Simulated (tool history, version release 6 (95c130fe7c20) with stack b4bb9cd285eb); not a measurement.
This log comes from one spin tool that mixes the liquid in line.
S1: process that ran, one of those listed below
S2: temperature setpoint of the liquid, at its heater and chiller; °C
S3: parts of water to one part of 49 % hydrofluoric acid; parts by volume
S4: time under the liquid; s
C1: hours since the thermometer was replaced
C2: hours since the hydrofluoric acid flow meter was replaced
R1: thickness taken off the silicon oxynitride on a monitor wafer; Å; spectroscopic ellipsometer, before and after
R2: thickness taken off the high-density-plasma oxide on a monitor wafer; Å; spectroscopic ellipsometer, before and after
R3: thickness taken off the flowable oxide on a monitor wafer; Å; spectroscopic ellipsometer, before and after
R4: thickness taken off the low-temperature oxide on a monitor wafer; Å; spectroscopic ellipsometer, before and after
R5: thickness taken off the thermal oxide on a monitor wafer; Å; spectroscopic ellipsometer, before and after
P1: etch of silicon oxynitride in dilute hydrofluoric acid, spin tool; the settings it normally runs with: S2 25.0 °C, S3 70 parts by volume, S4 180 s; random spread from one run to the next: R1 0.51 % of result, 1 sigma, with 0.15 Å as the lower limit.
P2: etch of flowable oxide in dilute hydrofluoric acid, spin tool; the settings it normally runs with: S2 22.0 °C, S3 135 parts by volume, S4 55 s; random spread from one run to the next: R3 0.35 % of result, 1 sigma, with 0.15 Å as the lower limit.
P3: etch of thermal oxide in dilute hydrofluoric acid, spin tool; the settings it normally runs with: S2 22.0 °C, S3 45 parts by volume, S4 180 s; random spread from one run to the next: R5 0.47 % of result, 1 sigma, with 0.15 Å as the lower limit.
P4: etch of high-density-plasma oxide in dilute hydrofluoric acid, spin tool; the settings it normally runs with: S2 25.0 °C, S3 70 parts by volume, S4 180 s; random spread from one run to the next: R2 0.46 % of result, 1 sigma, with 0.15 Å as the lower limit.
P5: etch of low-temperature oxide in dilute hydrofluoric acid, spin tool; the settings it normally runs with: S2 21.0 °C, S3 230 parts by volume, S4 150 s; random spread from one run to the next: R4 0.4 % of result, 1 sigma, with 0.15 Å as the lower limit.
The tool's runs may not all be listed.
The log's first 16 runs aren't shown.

run   hour  S1    S2   S3   S4     C1     C2        R1       R2       R3       R4      R5
 17   63.7  P1  25.0   70  180  494.1  265.2   76.9070
 18   68.2  P1  17.0   70  180  498.6  269.7   52.0170
 19   70.8  P3  22.0   45  180  501.2  272.3                                       189.30
 20   75.5  P3  22.0   45  300  505.9  277.0                                       313.59
 21   80.4  P3  22.0   20  180  510.8  281.9                                       440.22
 22   84.7  P2  22.0   20   55  515.1  286.2                     1006.20
 23   87.2  P3  17.0   45  180  517.6  288.7                                       151.77
 24   92.0  P5  21.0  230  150  522.4  293.5                              172.440
 25   94.6  P1  25.0   70   15  525.0  296.1    6.6871
 26   97.0  P1  25.0   70  180  527.4  298.5   77.9280
 27   99.6  P4  25.0   20  180  530.0  301.1            646.640
 28  105.1  P1  33.0   70  180  535.5  306.6  111.4200
 29  109.0  P1  25.0   20   75  539.4  310.5  116.7600
 30  113.2  P1  25.0   35  180  543.6  314.7  160.4400
 31  115.8  P1  25.0  115  180  546.2  317.3   45.3290
 32  118.7  P5  26.0  230  150  549.1  320.2                              204.150
 33  122.9  P1  25.0   70  180  553.3  324.4   78.0710
 34  125.7  P1  25.0   70  180  556.1  327.2   79.5830
 35  129.6  P1  25.0   70  180  560.0  331.1   81.6280
 36  132.5  P1  25.0   70  180  562.9  334.0   82.3720
 37  136.2  P1  25.0   70  180  566.6  337.7   83.4790

What does the tool deliver on the next run?
 38  139.7  P1  25.0  70  180  570.1  341.2   ?

Run 38 measured R1 84.1220 Å.

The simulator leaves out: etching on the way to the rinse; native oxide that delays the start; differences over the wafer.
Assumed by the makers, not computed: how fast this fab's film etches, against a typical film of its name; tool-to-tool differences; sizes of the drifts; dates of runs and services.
